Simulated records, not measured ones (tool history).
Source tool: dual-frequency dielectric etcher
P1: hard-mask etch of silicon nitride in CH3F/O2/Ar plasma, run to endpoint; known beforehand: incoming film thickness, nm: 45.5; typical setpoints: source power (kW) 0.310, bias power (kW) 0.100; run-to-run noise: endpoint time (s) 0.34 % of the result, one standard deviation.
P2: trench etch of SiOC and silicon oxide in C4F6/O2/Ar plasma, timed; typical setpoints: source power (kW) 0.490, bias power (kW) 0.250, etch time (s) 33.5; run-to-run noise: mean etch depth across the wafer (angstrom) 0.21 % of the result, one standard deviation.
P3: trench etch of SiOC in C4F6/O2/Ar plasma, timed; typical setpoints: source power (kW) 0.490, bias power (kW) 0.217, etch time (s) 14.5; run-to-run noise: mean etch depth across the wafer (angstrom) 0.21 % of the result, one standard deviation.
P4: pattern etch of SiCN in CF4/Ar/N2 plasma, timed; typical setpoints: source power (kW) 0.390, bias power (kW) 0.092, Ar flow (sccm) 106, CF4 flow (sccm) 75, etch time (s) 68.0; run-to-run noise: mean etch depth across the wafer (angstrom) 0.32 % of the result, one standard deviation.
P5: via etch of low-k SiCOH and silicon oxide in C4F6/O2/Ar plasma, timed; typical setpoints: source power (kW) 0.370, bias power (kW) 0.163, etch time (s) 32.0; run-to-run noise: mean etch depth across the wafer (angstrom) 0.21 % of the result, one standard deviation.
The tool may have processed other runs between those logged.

run	day	process that ran	source power (kW)	bias power (kW)	Ar flow (sccm)	CF4 flow (sccm)	etch time (s)	endpoint time (s)	mean etch depth across the wafer (angstrom)
1	0.367	P1	0.310	0.100				64.774	
2	0.971	P4	0.390	0.092	86	75	68.0		576.17
3	1.483	P4	0.390	0.092	106	75	68.0		560.29
4	2.025	P1	0.310	0.100				65.225	
5	2.754	P3	0.490	0.217			10.5		248.37
6	3.379	P3	0.490	0.151			14.5		306.58
7	4.092	P1	0.430	0.126				52.542	
8	4.854	P1	0.190	0.074				87.397	
9	5.471	P1	0.310	0.127				59.168	
10	6.233	P4	0.390	0.092	106	103	68.0		585.78
11	7.000	P5	0.370	0.163			32.0		734.63
12	7.354	P1	0.310	0.100				65.079	
13	7.900	P3	0.490	0.217			14.5		341.80
14	8.258	P4	0.390	0.092	106	75	99.0		819.17
15	8.804	P5	0.220	0.163			32.0		600.87
16	9.267	P1	0.310	0.100				64.647	
17	10.017	P1	0.440	0.100				56.648	
18	10.433	P3	0.330	0.217			14.5		293.97
19	10.854	P2	0.590	0.250			33.5		859.01
# day 11.212: wet clean of the chamber
20	11.412	P2	0.490	0.250			48.5		1153.90
21	11.950	P1	0.310	0.079				70.670	
22	12.558	P4	0.390	0.092	106	75	68.0		561.22
23	13.308	P4	0.390	0.054	106	75	68.0		464.60
24	14.038	P2	0.490	0.250			33.5		795.58
25	14.454	P1	0.240	0.100				71.505	
# day 14.612: bias power generator calibrated
26	15.150	P4	0.550	0.092	106	75	68.0		756.42
27	15.538	P2	0.490	0.148			33.5		672.96
28	15.917	P5	0.370	0.163			32.0		735.68
29	16.404	P1	0.310	0.100				64.535	
30	17.142	P1	0.310	0.100				64.799	
31	17.754	P5	0.370	0.204			32.0		789.36
32	18.246	P5	0.370	0.163			48.0		1105.10
33	18.617	P1	0.310	0.100				64.608	
34	18.971	P1	0.310	0.100				64.392	

Expected results for the next run?
35	19.567	P1	0.310	0.100				?	

endpoint time (s): 64.234
